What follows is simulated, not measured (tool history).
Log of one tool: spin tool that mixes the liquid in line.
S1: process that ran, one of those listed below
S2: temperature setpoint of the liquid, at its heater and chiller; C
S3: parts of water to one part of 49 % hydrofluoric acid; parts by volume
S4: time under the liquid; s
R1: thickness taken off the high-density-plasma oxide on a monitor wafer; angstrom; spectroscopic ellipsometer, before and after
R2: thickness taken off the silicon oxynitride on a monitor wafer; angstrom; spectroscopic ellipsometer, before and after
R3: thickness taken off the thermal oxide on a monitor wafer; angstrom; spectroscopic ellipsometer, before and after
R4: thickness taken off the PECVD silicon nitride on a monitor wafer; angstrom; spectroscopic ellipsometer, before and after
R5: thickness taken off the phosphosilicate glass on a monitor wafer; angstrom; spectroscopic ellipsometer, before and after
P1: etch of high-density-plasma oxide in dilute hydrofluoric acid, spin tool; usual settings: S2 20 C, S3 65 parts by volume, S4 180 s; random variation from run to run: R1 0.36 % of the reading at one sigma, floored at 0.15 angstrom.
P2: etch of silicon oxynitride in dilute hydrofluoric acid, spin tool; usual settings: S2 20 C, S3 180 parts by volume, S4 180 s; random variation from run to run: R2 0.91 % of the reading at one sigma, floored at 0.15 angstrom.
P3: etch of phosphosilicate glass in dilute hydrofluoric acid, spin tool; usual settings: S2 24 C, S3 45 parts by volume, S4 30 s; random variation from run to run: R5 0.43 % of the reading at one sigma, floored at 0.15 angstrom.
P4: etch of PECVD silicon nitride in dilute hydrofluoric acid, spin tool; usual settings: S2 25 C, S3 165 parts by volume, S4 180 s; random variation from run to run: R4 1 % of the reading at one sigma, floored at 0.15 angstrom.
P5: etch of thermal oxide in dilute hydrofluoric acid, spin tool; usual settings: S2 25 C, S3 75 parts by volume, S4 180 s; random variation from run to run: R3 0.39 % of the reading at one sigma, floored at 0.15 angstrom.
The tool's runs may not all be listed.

run,hour,S1,S2,S3,S4,R1,R2,R3,R4,R5
1,7.7,P1,20,65,180,129.76,,,,
2,14.9,P1,20,35,180,249.11,,,,
3,21.1,P2,25.5,180,180,,31.221,,,
4,26.8,P1,20,65,180,129.36,,,,
5,30.5,P5,25,75,180,,,121.01,,
6,37.1,P4,25,165,300,,,,40.821,
7,44.8,P3,24,45,15,,,,,614.19
8,52,P1,17,65,40,25.146,,,,
9,56.2,P3,24,75,30,,,,,710.31
10,61.9,P1,24,65,180,153.09,,,,
11,70.4,P5,25,75,15,,,10.181,,
12,74.9,P4,25,165,180,,,,24.448,
13,79.4,P1,20,65,270,193.85,,,,
14,87.7,P1,24,40,180,257.57,,,,
15,93.9,P1,20,105,180,77.258,,,,
16,100.9,P2,20,310,180,,12.994,,,
17,109,P4,32.5,165,180,,,,39.237,
18,113.3,P1,20,65,180,129.16,,,,
19,120.1,P2,20,180,180,,24.644,,,
20,126.7,P5,25,110,180,,,79.872,,
21,134.2,P5,25,75,180,,,120.81,,
22,142.5,P1,20,65,180,130.2,,,,
23,148.5,P1,20,65,180,130.32,,,,
24,154.5,P1,17,65,180,113.73,,,,
25,158.6,P2,20,180,15,,1.8881,,,
26,164.8,P1,20,65,60,42.981,,,,
27,170.7,P3,24,45,30,,,,,1238.7
28,174.5,P1,20,65,180,129.36,,,,
29,181.7,P5,30,75,180,,,147.44,,
30,186.3,P4,25,165,180,,,,24.918,
31,192.1,P4,25,290,180,,,,14.084,
32,196.2,P3,17,45,30,,,,,917.06
33,201.9,P1,20,65,180,130.3,,,,
34,207,P1,20,65,180,129.89,,,,
35,211.4,P1,20,65,180,125.08,,,,
36,219.3,P1,20,65,180,120.58,,,,
37,225.6,P1,20,65,180,118.71,,,,
38,232.4,P1,20,65,180,118.64,,,,
39,237.6,P1,20,65,180,118.85,,,,
40,245.3,P1,20,65,180,117.93,,,,

P1 no longer gives what it gave before; its output has crept away from where it was. The following 2 causes, each at its listed size, fit the log equally well:
A: liquid colder than its thermometer reads (K) = 2.18
B: hydrofluoric acid flow below the setpoint (%) = 8.19
Creep in the process output first set in at about hour 207.

Which of the check runs below tells the causes apart, meaning the causes would give it clearly different results? Each run uses 5 wafers whose results are averaged, and each result is shown as a question mark.
check 1,253,P4,25,285,280,,,,?,
check 2,253,P5,29,75,20,,,?,,
check 3,253,P2,23.5,180,65,,?,,,
check 4,253,P3,24,70,30,,,,,?

What each check would give under each cause:
check,result,if A,if B
check 1,R4,19.515,20.488
check 2,R3,14.485,14.342
check 3,R2,9.5155,9.5386
check 4,R5,703.5,700.51
Distance between the nearest two causes, measured in the result of the check that separates them most: check 1 4.87 %; check 2 0.99 %; check 3 0.24 %; check 4 0.43 %
The other checks would show nearly matching results whichever cause is true, so check 1 is the only one that separates the causes.

After running check 1, the following was obtained: R4 20.283 angstrom. Which cause does this point to?

It was cause B: hydrofluoric acid flow below the setpoint (%).
